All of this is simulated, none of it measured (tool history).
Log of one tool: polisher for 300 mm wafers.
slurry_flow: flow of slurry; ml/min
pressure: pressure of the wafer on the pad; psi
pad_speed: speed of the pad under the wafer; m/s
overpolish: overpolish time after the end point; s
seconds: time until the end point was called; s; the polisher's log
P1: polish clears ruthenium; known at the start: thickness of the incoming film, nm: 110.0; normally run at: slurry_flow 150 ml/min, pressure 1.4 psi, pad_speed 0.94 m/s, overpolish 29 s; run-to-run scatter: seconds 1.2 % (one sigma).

run   hour  slurry_flow  pressure  pad_speed  overpolish  wafers polished on this pad  hours since the slurry nozzle was cleaned  hours since the head pressure was calibrated  seconds
  1    6.0          150       1.4       0.94          29                          765                                      259.7                                         319.5   175.64
  2   10.9          115       1.4       0.62          29                          805                                      264.6                                         324.4   280.79
  3   19.0          150       1.4       1.38          44                          872                                      272.7                                         332.5   116.18
  4   27.7           95       1.4       0.52          29                          944                                      281.4                                         341.2   348.54
  5   34.7          150       1.4       0.94          29                         1002                                      288.4                                         348.2   173.07
  6   40.9          150       2.1       0.94          29                         1053                                      294.6                                         354.4   116.27
  7   49.7          150       1.4       0.94          49                         1125                                      303.4                                         363.2   175.96
  8   57.4           90       1.4       0.94          29                         1189                                      311.1                                         370.9   198.49
  9   65.6          190       1.4       0.94          29                         1256                                      319.3                                         379.1   167.07
 10   73.1          150       1.4       0.94          29                         1318                                      326.8                                         386.6   172.76
 11   82.9          150       1.4       0.52          29                         1399                                      336.6                                         396.4   315.71
 12   88.4          150       1.4       0.94          29                         1444                                      342.1                                         401.9   169.87
 13   93.0          150       0.7       0.94          29                         1482                                      346.7                                         406.5   347.03
 14  102.4          150       1.4       1.38          29                         1560                                      356.1                                         415.9   117.11
 15  111.8          150       1.4       0.94           9                         1637                                      365.5                                         425.3   176.46
 16  119.0          150       1.4       0.94          29                         1696                                      372.7                                         432.5   177.23
 17  124.6          150       1.4       0.94          29                         1743                                      378.3                                         438.1   180.28
 18  133.0          150       1.4       0.94          29                         1812                                      386.7                                         446.5   183.36
 19  138.4          150       1.4       0.94          29                         1856                                      392.1                                         451.9   190.27
 20  147.6          150       1.4       0.94          29                         1932                                      401.3                                         461.1   185.93
     150.0  -- head pressure recalibrated
 21  155.7          150       1.4       0.94          29                         1999                                      409.4                                           5.7   193.66
 22  164.7          150       1.4       0.94          29                         2073                                      418.4                                          14.7   193.81
 23  173.9          150       1.4       0.94          29                         2149                                      427.6                                          23.9   190.33
 24  180.2          150       1.4       0.94          29                         2201                                      433.9                                          30.2   197.36
 25  189.3          150       1.4       0.94          29                         2276                                      443.0                                          39.3   192.86
 26  196.3          150       1.4       0.94          29                         2333                                      450.0                                          46.3   193.12

What P1 gives has crept away from where it was. These 2 causes fit the log equally well, each at the size given:
A: slurry flow missing at the pad, % = 36.2
B: removal rate lost through wear of the pad, % = 9.17
The creep began at about hour 119.0.
Why every other cause is out:
head's pressure below its setpoint, %: serviced at hour 150.0, which brought nothing back

4 check runs are offered, each on 5 wafers whose results are averaged, their results left as question marks. Which one tells the causes apart?
check 1  203.3          150       1.4       1.34          29                                                                                                                              ?
check 2  203.3          150       1.0       0.94          29                                                                                                                              ?
check 3  203.3          150       2.1       0.52          29                                                                                                                              ?
check 4  203.3          100       1.4       0.94          29                                                                                                                              ?

What each check would give under each cause:
  check   result    if A    if B
check 1  seconds  135.13  135.14
check 2  seconds  269.69  269.70
check 3  seconds  232.15  232.16
check 4  seconds  218.49  209.72
How far apart the two closest causes lie, in the result that separates them most: check 1 0 %; check 2 0 %; check 3 0 %; check 4 4.1 %
Only check 4 tells the causes apart: in the others they would give nearly the same result.

Then check 4 was run and gave: seconds 217.74 s. Which cause is it?

It is A: slurry flow missing at the pad, %.
